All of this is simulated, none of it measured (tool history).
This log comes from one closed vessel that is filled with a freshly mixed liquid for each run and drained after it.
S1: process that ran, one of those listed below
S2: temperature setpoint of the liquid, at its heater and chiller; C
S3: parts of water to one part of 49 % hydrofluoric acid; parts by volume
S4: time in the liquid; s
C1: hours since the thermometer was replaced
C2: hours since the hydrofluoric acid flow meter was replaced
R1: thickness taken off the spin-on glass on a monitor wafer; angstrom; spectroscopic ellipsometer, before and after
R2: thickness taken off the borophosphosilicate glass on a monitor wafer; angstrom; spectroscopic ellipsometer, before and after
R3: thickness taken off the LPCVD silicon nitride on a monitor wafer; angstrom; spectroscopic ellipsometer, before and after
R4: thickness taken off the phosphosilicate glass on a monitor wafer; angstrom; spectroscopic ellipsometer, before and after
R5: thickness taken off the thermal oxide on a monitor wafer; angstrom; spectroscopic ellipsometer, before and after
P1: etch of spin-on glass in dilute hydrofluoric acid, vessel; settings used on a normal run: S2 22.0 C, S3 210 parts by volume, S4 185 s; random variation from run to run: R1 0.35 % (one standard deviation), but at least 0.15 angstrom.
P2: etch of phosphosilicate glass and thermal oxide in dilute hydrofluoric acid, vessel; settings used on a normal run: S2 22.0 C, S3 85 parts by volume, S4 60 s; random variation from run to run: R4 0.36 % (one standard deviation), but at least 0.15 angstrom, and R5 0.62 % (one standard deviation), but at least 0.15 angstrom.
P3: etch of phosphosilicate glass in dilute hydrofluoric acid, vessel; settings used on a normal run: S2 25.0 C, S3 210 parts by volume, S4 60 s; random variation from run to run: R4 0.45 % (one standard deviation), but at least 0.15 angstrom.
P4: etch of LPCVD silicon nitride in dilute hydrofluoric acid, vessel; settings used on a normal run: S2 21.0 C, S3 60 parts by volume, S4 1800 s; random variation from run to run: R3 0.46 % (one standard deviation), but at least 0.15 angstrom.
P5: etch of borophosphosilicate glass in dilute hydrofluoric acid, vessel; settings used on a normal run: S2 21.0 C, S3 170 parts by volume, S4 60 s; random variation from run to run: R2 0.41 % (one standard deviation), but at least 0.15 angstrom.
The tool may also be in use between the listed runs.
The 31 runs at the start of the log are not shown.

| run | day | S1 | S2 | S3 | S4 | C1 | C2 | R1 | R2 | R3 | R4 | R5 |
|---|---|---|---|---|---|---|---|---|---|---|---|---|
| 32 | 6.583 | P1 | 17.0 | 210 | 185 | 460.5 | 370.9 | 264.450 |  |  |  |  |
| 33 | 6.808 | P1 | 22.0 | 340 | 65 | 465.9 | 376.3 | 61.513 |  |  |  |  |
| 34 | 7.042 | P1 | 22.0 | 210 | 185 | 471.5 | 381.9 | 321.470 |  |  |  |  |
| 35 | 7.192 | P1 | 22.0 | 210 | 185 | 475.1 | 385.5 | 321.160 |  |  |  |  |
| 36 | 7.325 | P1 | 22.0 | 210 | 185 | 478.3 | 388.7 | 321.550 |  |  |  |  |
| 37 | 7.538 | P1 | 22.0 | 210 | 185 | 483.4 | 393.8 | 328.690 |  |  |  |  |
| 38 | 7.796 | P1 | 22.0 | 210 | 185 | 489.6 | 400.0 | 336.360 |  |  |  |  |
| 39 | 7.975 | P1 | 22.0 | 210 | 185 | 493.9 | 404.3 | 339.050 |  |  |  |  |
| 40 | 8.108 | P1 | 22.0 | 210 | 185 | 497.1 | 407.5 | 337.890 |  |  |  |  |
| 41 | 8.225 | P1 | 22.0 | 210 | 185 | 499.9 | 410.3 | 341.720 |  |  |  |  |
| 42 | 8.358 | P1 | 22.0 | 210 | 185 | 503.1 | 413.5 | 341.650 |  |  |  |  |
| 43 | 8.529 | P1 | 22.0 | 210 | 185 | 507.2 | 417.6 | 339.970 |  |  |  |  |
| 44 | 8.783 | P1 | 22.0 | 210 | 185 | 513.3 | 423.7 | 341.950 |  |  |  |  |

For run 45, what comes out?
| 45 | 8.933 | P1 | 22.0 | 210 | 185 | 516.9 | 427.3 | ? |  |  |  |  |

R1: 341.720 angstrom

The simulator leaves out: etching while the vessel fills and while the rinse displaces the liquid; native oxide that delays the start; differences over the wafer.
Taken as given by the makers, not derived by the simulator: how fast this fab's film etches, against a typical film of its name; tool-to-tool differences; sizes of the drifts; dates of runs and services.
